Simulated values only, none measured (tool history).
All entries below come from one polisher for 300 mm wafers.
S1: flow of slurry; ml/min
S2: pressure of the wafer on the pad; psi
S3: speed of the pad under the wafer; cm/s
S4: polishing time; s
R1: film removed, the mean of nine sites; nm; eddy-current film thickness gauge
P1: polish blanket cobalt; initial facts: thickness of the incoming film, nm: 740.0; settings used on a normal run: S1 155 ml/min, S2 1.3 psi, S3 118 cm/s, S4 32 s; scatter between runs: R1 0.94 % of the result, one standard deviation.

| run | day | S1 | S2 | S3 | S4 | R1 |
|---|---|---|---|---|---|---|
| 1 | 0.304 | 155 | 1.3 | 118 | 32 | 150.17 |
| 2 | 0.708 | 155 | 2 | 118 | 32 | 229.29 |
| 3 | 1.029 | 155 | 1.3 | 118 | 32 | 150.53 |
| 4 | 1.4 | 95 | 1.3 | 118 | 32 | 136.47 |
| 5 | 1.829 | 155 | 1.3 | 72 | 19 | 55.906 |
| 6 | 2.45 | 110 | 1.3 | 118 | 16 | 70.255 |
| 7 | 2.888 | 155 | 1.3 | 118 | 32 | 152.77 |
| 8 | 3.329 | 155 | 1.3 | 118 | 32 | 150.73 |
| 9 | 3.679 | 155 | 1.3 | 118 | 32 | 151.51 |
| 10 | 3.996 | 205 | 1.3 | 118 | 32 | 159.79 |
| 11 | 4.512 | 155 | 1.3 | 118 | 32 | 150.45 |
| 12 | 5.088 | 155 | 1.3 | 118 | 32 | 150.9 |
| 13 | 5.662 | 155 | 1.3 | 182 | 32 | 234.24 |
|  | 5.954 | slurry nozzle cleaned |
| 14 | 6.029 | 155 | 0.7 | 118 | 32 | 81.635 |

For run 15, what comes out?
| 15 | 6.579 | 155 | 1.3 | 56 | 32 | ? |

For run 15 the tool returned R1 72.417 nm.

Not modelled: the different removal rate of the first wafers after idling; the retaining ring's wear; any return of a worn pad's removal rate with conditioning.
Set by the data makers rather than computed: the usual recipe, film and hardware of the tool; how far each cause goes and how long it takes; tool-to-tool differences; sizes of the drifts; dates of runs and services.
